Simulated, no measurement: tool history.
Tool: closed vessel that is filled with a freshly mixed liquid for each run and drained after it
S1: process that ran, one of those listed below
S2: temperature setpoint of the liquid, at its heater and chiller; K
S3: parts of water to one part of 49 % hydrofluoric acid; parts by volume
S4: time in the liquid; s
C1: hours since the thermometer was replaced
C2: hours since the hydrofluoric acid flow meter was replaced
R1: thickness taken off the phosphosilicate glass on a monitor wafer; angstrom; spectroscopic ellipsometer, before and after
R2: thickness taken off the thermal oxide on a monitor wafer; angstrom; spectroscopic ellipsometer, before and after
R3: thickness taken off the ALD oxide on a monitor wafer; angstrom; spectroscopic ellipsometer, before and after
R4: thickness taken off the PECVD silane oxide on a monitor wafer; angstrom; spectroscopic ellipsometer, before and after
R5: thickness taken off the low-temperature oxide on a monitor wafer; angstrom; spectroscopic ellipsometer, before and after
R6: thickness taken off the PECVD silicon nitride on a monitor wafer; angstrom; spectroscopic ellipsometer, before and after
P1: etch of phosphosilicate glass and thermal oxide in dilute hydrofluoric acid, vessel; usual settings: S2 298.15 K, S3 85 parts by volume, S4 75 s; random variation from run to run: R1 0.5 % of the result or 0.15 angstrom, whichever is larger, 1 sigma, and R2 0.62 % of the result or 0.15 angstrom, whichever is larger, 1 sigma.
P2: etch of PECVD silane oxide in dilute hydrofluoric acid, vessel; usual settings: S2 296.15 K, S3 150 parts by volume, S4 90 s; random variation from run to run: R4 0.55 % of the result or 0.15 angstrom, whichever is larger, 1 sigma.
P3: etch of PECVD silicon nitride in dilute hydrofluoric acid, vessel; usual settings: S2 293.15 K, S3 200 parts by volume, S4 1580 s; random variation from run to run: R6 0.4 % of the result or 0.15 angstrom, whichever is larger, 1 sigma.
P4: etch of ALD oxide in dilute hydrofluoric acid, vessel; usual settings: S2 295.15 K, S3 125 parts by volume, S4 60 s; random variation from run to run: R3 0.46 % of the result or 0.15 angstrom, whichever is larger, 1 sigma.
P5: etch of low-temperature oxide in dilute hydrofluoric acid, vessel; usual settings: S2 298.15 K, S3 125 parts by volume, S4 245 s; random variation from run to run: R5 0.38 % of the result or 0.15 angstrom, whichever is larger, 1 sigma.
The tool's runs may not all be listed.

| run | hour | S1 | S2 | S3 | S4 | C1 | C2 | R1 | R2 | R3 | R4 | R5 | R6 |
|---|---|---|---|---|---|---|---|---|---|---|---|---|---|
| 1 | 15.4 | P1 | 298.15 | 85 | 75 | 2041.6 | 1295.5 | 552.03 | 43.069 |  |  |  |  |
| 2 | 34.0 | P1 | 298.15 | 85 | 75 | 2060.2 | 1314.1 | 553.19 | 43.182 |  |  |  |  |
| 3 | 50.0 | P1 | 298.15 | 85 | 75 | 2076.2 | 1330.1 | 554.06 | 42.533 |  |  |  |  |
| 4 | 66.2 | P4 | 295.15 | 125 | 60 | 2092.4 | 1346.3 |  |  | 82.408 |  |  |  |
| 5 | 77.9 | P2 | 296.15 | 270 | 90 | 2104.1 | 1358.0 |  |  |  | 55.692 |  |  |
| 6 | 95.2 | P4 | 295.15 | 125 | 60 | 2121.4 | 1375.3 |  |  | 82.094 |  |  |  |
| 7 | 112.4 | P5 | 298.15 | 125 | 245 | 2138.6 | 1392.5 |  |  |  |  | 467.88 |  |
| 8 | 123.2 | P4 | 299.65 | 125 | 60 | 2149.4 | 1403.3 |  |  | 98.176 |  |  |  |
| 9 | 138.6 | P1 | 298.15 | 30 | 75 | 2164.8 | 1418.7 | 1686.40 | 130.600 |  |  |  |  |
| 10 | 148.1 | P1 | 298.15 | 85 | 30 | 2174.3 | 1428.2 | 219.67 | 17.393 |  |  |  |  |
| 11 | 163.8 | P1 | 298.15 | 125 | 75 | 2190.0 | 1443.9 | 358.00 | 28.177 |  |  |  |  |
| 12 | 181.9 | P2 | 296.15 | 150 | 50 | 2208.1 | 1462.0 |  |  |  | 62.992 |  |  |
| 13 | 197.3 | P2 | 296.15 | 150 | 90 | 2223.5 | 1477.4 |  |  |  | 113.590 |  |  |
| 14 | 207.9 | P3 | 293.15 | 200 | 1580 | 2234.1 | 1488.0 |  |  |  |  |  | 164.7200 |
| 15 | 218.2 | P1 | 298.15 | 85 | 75 | 2244.4 | 1498.3 | 554.96 | 42.706 |  |  |  |  |
| 16 | 234.4 | P3 | 293.15 | 40 | 1580 | 2260.6 | 1514.5 |  |  |  |  |  | 784.3200 |
| 17 | 250.3 | P1 | 298.15 | 85 | 75 | 2276.5 | 1530.4 | 553.89 | 43.379 |  |  |  |  |
| 18 | 265.2 | P3 | 298.15 | 200 | 1580 | 2291.4 | 1545.3 |  |  |  |  |  | 226.3500 |
| 19 | 276.9 | P4 | 295.15 | 225 | 60 | 2303.1 | 1557.0 |  |  | 41.062 |  |  |  |
| 20 | 293.8 | P1 | 298.15 | 85 | 135 | 2320.0 | 1573.9 | 997.90 | 77.412 |  |  |  |  |
| 21 | 304.6 | P5 | 306.15 | 125 | 245 | 2330.8 | 1584.7 |  |  |  |  | 625.35 |  |
| 22 | 316.7 | P5 | 298.15 | 45 | 245 | 2342.9 | 1596.8 |  |  |  |  | 1438.80 |  |
| 23 | 329.2 | P4 | 295.15 | 125 | 30 | 2355.4 | 1609.3 |  |  | 41.336 |  |  |  |
| 24 | 341.9 | P3 | 293.15 | 200 | 30 | 2368.1 | 1622.0 |  |  |  |  |  | 2.9904 |
| 25 | 354.4 | P1 | 304.65 | 85 | 75 | 2380.6 | 1634.5 | 717.44 | 54.931 |  |  |  |  |
| 26 | 372.9 | P1 | 298.15 | 145 | 30 | 2399.1 | 1653.0 | 120.54 | 9.242 |  |  |  |  |
| 27 | 385.2 | P1 | 294.15 | 85 | 75 | 2411.4 | 1665.3 | 472.57 | 36.127 |  |  |  |  |
| 28 | 397.8 | P5 | 298.15 | 125 | 245 | 2424.0 | 1677.9 |  |  |  |  | 467.13 |  |
| 29 | 406.9 | P5 | 298.15 | 125 | 380 | 2433.1 | 1687.0 |  |  |  |  | 725.45 |  |

Run 30 comes next. What will it give?
| 30 | 417.8 | P2 | 290.15 | 150 | 90 | 2444.0 | 1697.9 |  |  |  | ? |  |  |

Run 30 gave R4 89.438 angstrom.
